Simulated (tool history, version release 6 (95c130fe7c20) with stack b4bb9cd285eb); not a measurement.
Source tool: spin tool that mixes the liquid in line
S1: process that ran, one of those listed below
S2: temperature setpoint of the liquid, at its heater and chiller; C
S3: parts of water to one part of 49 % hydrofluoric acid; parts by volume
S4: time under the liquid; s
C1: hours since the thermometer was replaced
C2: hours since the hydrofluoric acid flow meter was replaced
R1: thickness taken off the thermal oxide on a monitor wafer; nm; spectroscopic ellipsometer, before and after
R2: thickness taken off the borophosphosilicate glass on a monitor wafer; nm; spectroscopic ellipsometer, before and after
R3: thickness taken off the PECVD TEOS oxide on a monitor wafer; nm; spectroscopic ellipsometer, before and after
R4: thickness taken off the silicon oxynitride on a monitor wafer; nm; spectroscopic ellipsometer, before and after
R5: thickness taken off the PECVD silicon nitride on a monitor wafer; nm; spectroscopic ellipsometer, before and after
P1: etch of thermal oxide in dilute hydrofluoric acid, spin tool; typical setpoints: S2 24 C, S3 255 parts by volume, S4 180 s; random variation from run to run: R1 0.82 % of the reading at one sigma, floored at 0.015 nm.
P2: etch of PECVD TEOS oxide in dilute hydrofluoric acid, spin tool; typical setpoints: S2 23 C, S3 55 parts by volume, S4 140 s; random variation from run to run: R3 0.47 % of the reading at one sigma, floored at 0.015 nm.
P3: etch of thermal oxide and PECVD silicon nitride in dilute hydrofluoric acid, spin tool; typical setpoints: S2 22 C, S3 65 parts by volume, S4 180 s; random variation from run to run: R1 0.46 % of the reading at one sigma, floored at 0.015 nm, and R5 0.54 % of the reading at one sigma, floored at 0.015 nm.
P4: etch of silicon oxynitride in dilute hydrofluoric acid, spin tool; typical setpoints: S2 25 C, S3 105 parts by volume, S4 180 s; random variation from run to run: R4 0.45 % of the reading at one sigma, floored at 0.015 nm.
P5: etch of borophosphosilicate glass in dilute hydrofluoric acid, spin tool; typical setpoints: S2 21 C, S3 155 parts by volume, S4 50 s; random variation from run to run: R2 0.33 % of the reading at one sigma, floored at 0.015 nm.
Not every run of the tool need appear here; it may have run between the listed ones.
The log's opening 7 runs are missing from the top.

run 8 hour=29.3 | S1=P2 S2=28.5 S3=55 S4=140 | C1=580.1 C2=496.2 | R3=46.638
run 9 hour=32 | S1=P4 S2=25 S3=105 S4=355 | C1=582.8 C2=498.9 | R4=9.906
run 10 hour=35.8 | S1=P3 S2=30.5 S3=65 S4=180 | C1=586.6 C2=502.7 | R1=18.308 R5=19.236
run 11 hour=38.3 | S1=P1 S2=24 S3=50 S4=180 | C1=589.1 C2=505.2 | R1=17.192
run 12 hour=43.8 | S1=P2 S2=23 S3=55 S4=40 | C1=594.6 C2=510.7 | R3=10.825
run 13 hour=49 | S1=P5 S2=21 S3=155 S4=95 | C1=599.8 C2=515.9 | R2=20.235
run 14 hour=51.9 | S1=P5 S2=21 S3=155 S4=50 | C1=602.7 C2=518.8 | R2=10.698
run 15 hour=54.5 | S1=P3 S2=22 S3=65 S4=330 | C1=605.3 C2=521.4 | R1=24.029 R5=20.23
run 16 hour=58.6 | S1=P1 S2=24 S3=255 S4=180 | C1=609.4 C2=525.5 | R1=2.6601
run 17 hour=62.2 | S1=P4 S2=25 S3=185 S4=180 | C1=613 C2=529.1 | R4=2.6471
run 18 hour=67.7 | S1=P1 S2=24 S3=255 S4=270 | C1=618.5 C2=534.6 | R1=3.9608
run 19 hour=70.5 | S1=P1 S2=20.5 S3=255 S4=265 | C1=621.3 C2=537.4 | R1=3.4554
run 20 hour=73.6 | S1=P4 S2=25 S3=105 S4=180 | C1=624.4 C2=540.5 | R4=4.9776
run 21 hour=77.7 | S1=P3 S2=22 S3=25 S4=180 | C1=628.5 C2=544.6 | R1=35.875 R5=28.078
run 22 hour=80.8 | S1=P2 S2=23 S3=55 S4=140 | C1=631.6 C2=547.7 | R3=37.519
run 23 hour=84.9 | S1=P1 S2=24 S3=255 S4=180 | C1=635.7 C2=551.8 | R1=2.6626
run 24 hour=88.7 | S1=P1 S2=17 S3=255 S4=75 | C1=639.5 C2=555.6 | R1=0.87002
run 25 hour=91.2 | S1=P5 S2=21 S3=285 S4=50 | C1=642 C2=558.1 | R2=5.1384

The next listed run, before its measurement:
run 26 hour=95 | S1=P1 S2=24 S3=255 S4=30 | C1=645.8 C2=561.9 | R1=?

{"run 26": {"R1": 0.43944}}

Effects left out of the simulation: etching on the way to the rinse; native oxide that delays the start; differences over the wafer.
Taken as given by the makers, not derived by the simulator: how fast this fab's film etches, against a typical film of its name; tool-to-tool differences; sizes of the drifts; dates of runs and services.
